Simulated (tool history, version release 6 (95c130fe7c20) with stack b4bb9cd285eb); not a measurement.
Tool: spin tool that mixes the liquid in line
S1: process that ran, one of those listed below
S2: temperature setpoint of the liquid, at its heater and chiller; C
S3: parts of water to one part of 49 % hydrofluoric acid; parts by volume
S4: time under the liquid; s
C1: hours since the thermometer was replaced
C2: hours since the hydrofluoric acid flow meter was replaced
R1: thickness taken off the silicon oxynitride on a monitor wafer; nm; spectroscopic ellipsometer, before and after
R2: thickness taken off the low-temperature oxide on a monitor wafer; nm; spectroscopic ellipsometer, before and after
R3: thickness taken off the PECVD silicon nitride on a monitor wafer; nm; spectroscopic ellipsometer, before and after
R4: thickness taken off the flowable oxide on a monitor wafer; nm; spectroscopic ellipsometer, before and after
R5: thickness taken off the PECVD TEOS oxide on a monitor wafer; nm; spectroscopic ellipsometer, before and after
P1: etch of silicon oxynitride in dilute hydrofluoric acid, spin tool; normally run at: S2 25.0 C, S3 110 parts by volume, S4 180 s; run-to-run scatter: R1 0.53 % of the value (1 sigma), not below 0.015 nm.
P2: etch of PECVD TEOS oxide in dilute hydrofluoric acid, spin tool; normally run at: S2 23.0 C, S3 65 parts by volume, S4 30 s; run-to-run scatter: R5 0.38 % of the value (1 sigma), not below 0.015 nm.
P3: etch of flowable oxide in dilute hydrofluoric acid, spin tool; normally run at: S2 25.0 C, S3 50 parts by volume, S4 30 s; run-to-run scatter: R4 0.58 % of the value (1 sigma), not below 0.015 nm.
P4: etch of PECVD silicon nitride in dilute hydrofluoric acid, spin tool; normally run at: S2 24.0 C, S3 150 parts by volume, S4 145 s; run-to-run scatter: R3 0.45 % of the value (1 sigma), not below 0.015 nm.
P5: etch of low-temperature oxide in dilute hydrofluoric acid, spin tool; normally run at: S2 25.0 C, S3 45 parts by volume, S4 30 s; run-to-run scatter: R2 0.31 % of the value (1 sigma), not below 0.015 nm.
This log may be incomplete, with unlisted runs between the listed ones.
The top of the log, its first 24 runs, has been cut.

Run 25, day 8.238: S1 P1, S2 25.0 C, S3 110 parts by volume, S4 180 s; C1 1652.9; C2 838.2. Result: R1 5.76610 nm.
Run 26, day 8.700: S1 P3, S2 25.0 C, S3 20 parts by volume, S4 30 s; C1 1664.0; C2 849.3. Result: R4 59.704 nm.
Run 27, day 8.938: S1 P2, S2 17.0 C, S3 65 parts by volume, S4 30 s; C1 1669.7; C2 855.0. Result: R5 6.3241 nm.
Run 28, day 9.171: S1 P1, S2 25.0 C, S3 110 parts by volume, S4 180 s; C1 1675.3; C2 860.6. Result: R1 5.81390 nm.
Run 29, day 9.508: S1 P1, S2 25.0 C, S3 145 parts by volume, S4 295 s; C1 1683.4; C2 868.7. Result: R1 7.00030 nm.
Run 30, day 9.983: S1 P5, S2 25.0 C, S3 45 parts by volume, S4 30 s; C1 1694.8; C2 880.1. Result: R2 7.8009 nm.
Run 31, day 10.371: S1 P4, S2 24.0 C, S3 150 parts by volume, S4 15 s; C1 1704.1; C2 889.4. Result: R3 0.56033 nm.
Run 32, day 10.692: S1 P4, S2 24.0 C, S3 85 parts by volume, S4 145 s; C1 1711.8; C2 897.1. Result: R3 9.55460 nm.
Run 33, day 11.017: S1 P1, S2 25.0 C, S3 110 parts by volume, S4 180 s; C1 1719.6; C2 904.9. Result: R1 5.86480 nm.
Run 34, day 11.308: S1 P1, S2 25.0 C, S3 110 parts by volume, S4 180 s; C1 1726.6; C2 911.9. Result: R1 5.64940 nm.
Run 35, day 11.767: S1 P1, S2 25.0 C, S3 110 parts by volume, S4 180 s; C1 1737.6; C2 922.9. Result: R1 5.51590 nm.
Run 36, day 12.238: S1 P1, S2 25.0 C, S3 110 parts by volume, S4 180 s; C1 1748.9; C2 934.2. Result: R1 5.45910 nm.
Run 37, day 12.608: S1 P1, S2 25.0 C, S3 110 parts by volume, S4 180 s; C1 1757.8; C2 943.1. Result: R1 5.45670 nm.

Run 38, settings as shown, results not yet in. Your forecast:
Run 38, day 13.067: S1 P1, S2 25.0 C, S3 110 parts by volume, S4 180 s; C1 1768.8; C2 954.1. Result: R1 ?.

R1: 5.38690 nm

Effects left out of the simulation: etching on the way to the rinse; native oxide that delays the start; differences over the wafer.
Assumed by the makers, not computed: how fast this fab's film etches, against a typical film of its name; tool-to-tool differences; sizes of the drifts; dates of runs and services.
